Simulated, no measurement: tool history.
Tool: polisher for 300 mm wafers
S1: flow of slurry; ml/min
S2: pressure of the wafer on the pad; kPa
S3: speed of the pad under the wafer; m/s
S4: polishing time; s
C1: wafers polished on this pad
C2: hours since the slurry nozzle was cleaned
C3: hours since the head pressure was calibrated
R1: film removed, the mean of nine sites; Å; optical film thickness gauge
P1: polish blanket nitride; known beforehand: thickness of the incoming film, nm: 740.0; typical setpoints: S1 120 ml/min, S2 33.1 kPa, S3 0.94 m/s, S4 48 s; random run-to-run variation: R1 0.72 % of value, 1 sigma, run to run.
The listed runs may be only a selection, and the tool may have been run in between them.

Run 1, hour 4.7: S1 120 ml/min, S2 33.1 kPa, S3 0.94 m/s, S4 48 s; C1 389; C2 389.1; C3 235. Result: R1 953.39 Å.
Run 2, hour 9.6: S1 120 ml/min, S2 15.2 kPa, S3 0.94 m/s, S4 48 s; C1 458; C2 394; C3 239.9. Result: R1 429.02 Å.
Run 3, hour 14.5: S1 120 ml/min, S2 33.1 kPa, S3 0.94 m/s, S4 48 s; C1 526; C2 398.9; C3 244.8. Result: R1 947.65 Å.
Run 4, hour 19.3: S1 120 ml/min, S2 44.1 kPa, S3 0.94 m/s, S4 48 s; C1 593; C2 403.7; C3 249.6. Result: R1 1259 Å.
Run 5, hour 24.8: S1 120 ml/min, S2 33.1 kPa, S3 0.94 m/s, S4 48 s; C1 670; C2 409.2; C3 255.1. Result: R1 948.44 Å.
Run 6, hour 28.2: S1 120 ml/min, S2 33.1 kPa, S3 1.44 m/s, S4 48 s; C1 718; C2 412.6; C3 258.5. Result: R1 1328 Å.
Run 7, hour 32.1: S1 120 ml/min, S2 33.1 kPa, S3 0.94 m/s, S4 48 s; C1 772; C2 416.5; C3 262.4. Result: R1 953.86 Å.
Run 8, hour 36.9: S1 120 ml/min, S2 33.1 kPa, S3 0.94 m/s, S4 28 s; C1 839; C2 421.3; C3 267.2. Result: R1 548.68 Å.
Run 9, hour 40.9: S1 180 ml/min, S2 33.1 kPa, S3 0.94 m/s, S4 48 s; C1 895; C2 425.3; C3 271.2. Result: R1 1022.5 Å.
Run 10, hour 43.8: S1 120 ml/min, S2 33.1 kPa, S3 0.94 m/s, S4 75 s; C1 935; C2 428.2; C3 274.1. Result: R1 1490 Å.
Run 11, hour 48.6: S1 80 ml/min, S2 33.1 kPa, S3 0.94 m/s, S4 48 s; C1 1003; C2 433; C3 278.9. Result: R1 862.23 Å.
Run 12, hour 51.7: S1 120 ml/min, S2 33.1 kPa, S3 0.94 m/s, S4 48 s; C1 1046; C2 436.1; C3 282. Result: R1 948.75 Å.
Run 13, hour 54.9: S1 180 ml/min, S2 33.1 kPa, S3 0.94 m/s, S4 36 s; C1 1091; C2 439.3; C3 285.2. Result: R1 760.96 Å.
Run 14, hour 58.8: S1 120 ml/min, S2 33.1 kPa, S3 0.56 m/s, S4 48 s; C1 1145; C2 443.2; C3 289.1. Result: R1 620 Å.
Run 15, hour 62.9: S1 120 ml/min, S2 33.1 kPa, S3 0.94 m/s, S4 48 s; C1 1202; C2 447.3; C3 293.2. Result: R1 939.54 Å.
Run 16, hour 66.6: S1 120 ml/min, S2 33.1 kPa, S3 0.94 m/s, S4 48 s; C1 1254; C2 451; C3 296.9. Result: R1 938.92 Å.
Run 17, hour 69.8: S1 120 ml/min, S2 33.1 kPa, S3 0.94 m/s, S4 48 s; C1 1299; C2 454.2; C3 300.1. Result: R1 921.17 Å.
Run 18, hour 74.2: S1 120 ml/min, S2 33.1 kPa, S3 0.94 m/s, S4 48 s; C1 1360; C2 458.6; C3 304.5. Result: R1 896.8 Å.
Run 19, hour 77.2: S1 120 ml/min, S2 33.1 kPa, S3 0.94 m/s, S4 48 s; C1 1402; C2 461.6; C3 307.5. Result: R1 869.83 Å.
Run 20, hour 80.6: S1 120 ml/min, S2 33.1 kPa, S3 0.94 m/s, S4 48 s; C1 1450; C2 465; C3 310.9. Result: R1 875.43 Å.
Run 21, hour 84.7: S1 120 ml/min, S2 33.1 kPa, S3 0.94 m/s, S4 48 s; C1 1507; C2 469.1; C3 315. Result: R1 849.97 Å.
At hour 87.2: head pressure recalibrated.
Run 22, hour 90: S1 120 ml/min, S2 33.1 kPa, S3 0.94 m/s, S4 48 s; C1 1581; C2 474.4; C3 2.8. Result: R1 842.32 Å.
Run 23, hour 95.1: S1 120 ml/min, S2 33.1 kPa, S3 0.94 m/s, S4 48 s; C1 1652; C2 479.5; C3 7.9. Result: R1 843.16 Å.
Run 24, hour 97.8: S1 120 ml/min, S2 33.1 kPa, S3 0.94 m/s, S4 48 s; C1 1690; C2 482.2; C3 10.6. Result: R1 833.34 Å.
Run 25, hour 102.6: S1 120 ml/min, S2 33.1 kPa, S3 0.94 m/s, S4 48 s; C1 1757; C2 487; C3 15.4. Result: R1 844.3 Å.

Something has made what P1 gives creep away from where it was; the 2 causes below, each at its own stated size, fit the log equally well:
A: slurry flow missing at the pad, % = 35.7
B: removal rate lost through wear of the pad, % = 10.9
The onset of the drift is placed at about hour 66.6.
Other possible causes, and why each is ruled out:
head's pressure below its setpoint, %: was serviced at hour 87.2, once the creep was under way, yet the earlier output never came back

Of the 4 check runs below, each run on 2 wafers with the results averaged and each result still a question mark, which one would tell the listed causes apart?
Run check 1, hour 107.4: S1 120 ml/min, S2 21.4 kPa, S3 1.34 m/s, S4 48 s. Result: R1 ?.
Run check 2, hour 107.4: S1 85 ml/min, S2 33.1 kPa, S3 0.94 m/s, S4 28 s. Result: R1 ?.
Run check 3, hour 107.4: S1 120 ml/min, S2 33.1 kPa, S3 0.6 m/s, S4 72 s. Result: R1 ?.
Run check 4, hour 107.4: S1 120 ml/min, S2 15.9 kPa, S3 0.94 m/s, S4 48 s. Result: R1 ?.

Predicted outcomes, by check and by cause:
  check  result    if A    if B
check 1      R1  724.24  723.93
check 2      R1  434.67  451.87
check 3      R1  884.48   884.1
check 4      R1  404.64  404.46
Per-check spread between the two closest causes, in the result where they differ most: check 1 0.04 %; check 2 3.88 %; check 3 0.04 %; check 4 0.04 %
Only check 2 tells the causes apart: in the others they would give nearly the same result.

Running check 2 produced the following: R1 453.33 Å. Which one of the listed causes fits?

It is B: removal rate lost through wear of the pad, %.

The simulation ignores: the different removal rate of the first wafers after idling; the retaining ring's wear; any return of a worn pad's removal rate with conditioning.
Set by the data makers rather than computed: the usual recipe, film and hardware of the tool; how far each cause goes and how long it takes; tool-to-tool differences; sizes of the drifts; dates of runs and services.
